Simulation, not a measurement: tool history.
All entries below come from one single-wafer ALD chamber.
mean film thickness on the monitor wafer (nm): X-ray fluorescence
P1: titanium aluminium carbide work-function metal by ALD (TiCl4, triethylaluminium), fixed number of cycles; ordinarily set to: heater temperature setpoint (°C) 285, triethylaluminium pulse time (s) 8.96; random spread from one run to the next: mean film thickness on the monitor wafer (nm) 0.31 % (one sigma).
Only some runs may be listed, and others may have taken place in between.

| run | hour | heater temperature setpoint (°C) | triethylaluminium pulse time (s) | mean film thickness on the monitor wafer (nm) |
|---|---|---|---|---|
| 1 | 5.9 | 285 | 8.96 | 1.8122 |
| 2 | 13.8 | 285 | 8.96 | 1.822 |
| 3 | 24 | 285 | 3.52 | 1.3397 |
| 4 | 31 | 285 | 8.96 | 1.8186 |
| 5 | 38.5 | 307 | 12.23 | 2.0582 |
| 6 | 47.3 | 285 | 14.34 | 1.8955 |
| 7 | 57.1 | 270 | 13.57 | 1.7602 |
| 8 | 68.5 | 260 | 8.96 | 1.6123 |
| 9 | 77.5 | 307 | 8.96 | 1.9993 |
| 10 | 88.6 | 285 | 8.96 | 1.8209 |
| 11 | 100.6 | 285 | 8.96 | 1.8226 |
| 12 | 112.8 | 285 | 8.96 | 1.8198 |
| 13 | 119.9 | 295 | 14.06 | 1.9739 |
| 14 | 131.4 | 285 | 8.96 | 1.8115 |
| 15 | 137.3 | 285 | 8.96 | 1.8041 |
| 16 | 148.6 | 285 | 8.96 | 1.8006 |
| 17 | 161.1 | 285 | 8.96 | 1.7936 |
| 18 | 168.7 | 285 | 8.96 | 1.7897 |
| 19 | 181.5 | 285 | 8.96 | 1.7773 |
| 20 | 189.9 | 285 | 8.96 | 1.7814 |

P1 no longer gives what it gave before; its output has crept away from where it was. The following 2 causes, each at its listed size, fit the log equally well:
A: wafer temperature below the value expected at the setpoint (K) = 4.12
B: triethylaluminium dose below that of a fresh bottle (%) = 10.8
At approximately hour 131.4, the process output began to creep.

Below are 4 check runs, each on a single wafer, with their results shown as question marks. Which of them would tell the listed causes apart, meaning the causes would give clearly different results under it?
| check 1 | 198.3 | 275 | 5.37 | ? |
| check 2 | 198.3 | 266 | 8.96 | ? |
| check 3 | 198.3 | 263 | 8.96 | ? |
| check 4 | 198.3 | 304 | 8.96 | ? |

What every check run would give for each of its results, assuming each possible cause in turn:
| check | result | if A | if B |
|---|---|---|---|
| check 1 | mean film thickness on the monitor wafer (nm) | 1.5039 | 1.4706 |
| check 2 | mean film thickness on the monitor wafer (nm) | 1.6292 | 1.6314 |
| check 3 | mean film thickness on the monitor wafer (nm) | 1.6049 | 1.6074 |
| check 4 | mean film thickness on the monitor wafer (nm) | 1.9445 | 1.942 |
Per-check spread between the two closest causes, in the result where they differ most: check 1 2.24 %; check 2 0.13 %; check 3 0.15 %; check 4 0.13 %
Only in check 1 would the causes give clearly different results; in the remaining checks their results would be nearly the same.

Here is what check 1 returned: mean film thickness on the monitor wafer (nm) 1.4986. Which cause is it?

A is the cause: wafer temperature below the value expected at the setpoint (K).
